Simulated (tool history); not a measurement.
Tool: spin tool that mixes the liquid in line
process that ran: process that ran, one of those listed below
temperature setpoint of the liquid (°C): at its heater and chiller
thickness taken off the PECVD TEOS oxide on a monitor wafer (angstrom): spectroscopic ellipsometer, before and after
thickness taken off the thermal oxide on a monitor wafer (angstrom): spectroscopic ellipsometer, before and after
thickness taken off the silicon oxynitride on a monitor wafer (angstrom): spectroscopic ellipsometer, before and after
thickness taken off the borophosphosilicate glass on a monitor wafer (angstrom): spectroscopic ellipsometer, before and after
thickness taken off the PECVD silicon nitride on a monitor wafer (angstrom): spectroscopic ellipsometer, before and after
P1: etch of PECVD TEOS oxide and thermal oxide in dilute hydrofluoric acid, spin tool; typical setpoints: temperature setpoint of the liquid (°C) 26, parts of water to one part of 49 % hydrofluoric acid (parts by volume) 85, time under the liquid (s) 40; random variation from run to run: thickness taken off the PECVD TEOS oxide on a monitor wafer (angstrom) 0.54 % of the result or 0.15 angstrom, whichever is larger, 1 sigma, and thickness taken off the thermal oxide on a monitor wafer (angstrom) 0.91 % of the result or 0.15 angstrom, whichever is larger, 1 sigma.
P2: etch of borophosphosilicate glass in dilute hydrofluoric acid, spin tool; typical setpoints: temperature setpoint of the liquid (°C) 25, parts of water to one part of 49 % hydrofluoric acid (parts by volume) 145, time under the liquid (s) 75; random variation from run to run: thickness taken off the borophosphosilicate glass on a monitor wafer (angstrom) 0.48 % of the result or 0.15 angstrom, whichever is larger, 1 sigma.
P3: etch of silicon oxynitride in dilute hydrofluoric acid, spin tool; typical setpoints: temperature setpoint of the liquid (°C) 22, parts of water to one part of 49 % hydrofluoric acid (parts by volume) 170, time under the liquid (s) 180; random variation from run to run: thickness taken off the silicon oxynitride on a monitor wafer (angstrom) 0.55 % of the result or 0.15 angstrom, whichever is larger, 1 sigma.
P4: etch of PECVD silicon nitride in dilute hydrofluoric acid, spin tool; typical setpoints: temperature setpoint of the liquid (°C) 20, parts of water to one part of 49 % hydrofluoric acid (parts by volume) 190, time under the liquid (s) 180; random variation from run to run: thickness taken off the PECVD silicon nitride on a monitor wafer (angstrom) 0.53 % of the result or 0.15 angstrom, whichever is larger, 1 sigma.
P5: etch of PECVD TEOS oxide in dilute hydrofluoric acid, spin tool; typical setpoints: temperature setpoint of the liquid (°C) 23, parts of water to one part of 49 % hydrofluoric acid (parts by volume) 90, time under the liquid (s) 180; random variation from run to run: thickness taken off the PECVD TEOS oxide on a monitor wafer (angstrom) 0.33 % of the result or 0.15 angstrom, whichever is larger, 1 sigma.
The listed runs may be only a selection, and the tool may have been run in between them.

run,hour,process that ran,temperature setpoint of the liquid (°C),parts of water to one part of 49 % hydrofluoric acid (parts by volume),time under the liquid (s),thickness taken off the PECVD TEOS oxide on a monitor wafer (angstrom),thickness taken off the thermal oxide on a monitor wafer (angstrom),thickness taken off the silicon oxynitride on a monitor wafer (angstrom),thickness taken off the borophosphosilicate glass on a monitor wafer (angstrom),thickness taken off the PECVD silicon nitride on a monitor wafer (angstrom)
1,9.7,P1,26,85,40,124.6,23.11,,,
2,23.6,P3,22,170,180,,,42.582,,
3,34.5,P1,26,85,40,123.71,23.298,,,
4,43.3,P1,26,85,20,62.392,11.709,,,
5,51.7,P2,32,145,75,,,,313.24,
6,61.5,P1,26,85,40,124.39,23.347,,,
7,74.4,P1,26,85,40,123.86,23.511,,,
8,87.5,P1,20,85,40,97.049,18.447,,,
9,100.8,P3,22,170,100,,,23.646,,
10,112.4,P3,22,250,180,,,27.599,,
11,126.1,P1,31.5,85,40,153.73,29.013,,,
12,134.9,P2,25,145,75,,,,240.03,
13,141.2,P1,26,50,40,221.27,42.35,,,
14,152.3,P3,17,170,180,,,33.904,,
15,164.1,P4,20,120,180,,,,,65.589
16,177.6,P2,25,70,75,,,,548.37,
17,186.1,P1,21.5,30,40,315.03,58.304,,,
18,192.4,P2,25,145,120,,,,384.72,
19,205.1,P4,20,190,275,,,,,64.81
20,211.9,P5,18,90,180,141.03,,,,
21,222.1,P5,23,90,15,14.41,,,,
22,232.4,P1,26,85,40,123.99,23.528,,,
23,244.1,P1,26,85,70,215.78,40.535,,,
24,256.6,P5,23,125,180,120.05,,,,
25,265,P4,20,190,180,,,,,42.062

Expected results for the next run?
26,278.8,P5,23,90,180,?,,,,

Run 26 produced thickness taken off the PECVD TEOS oxide on a monitor wafer (angstrom) 172.88.
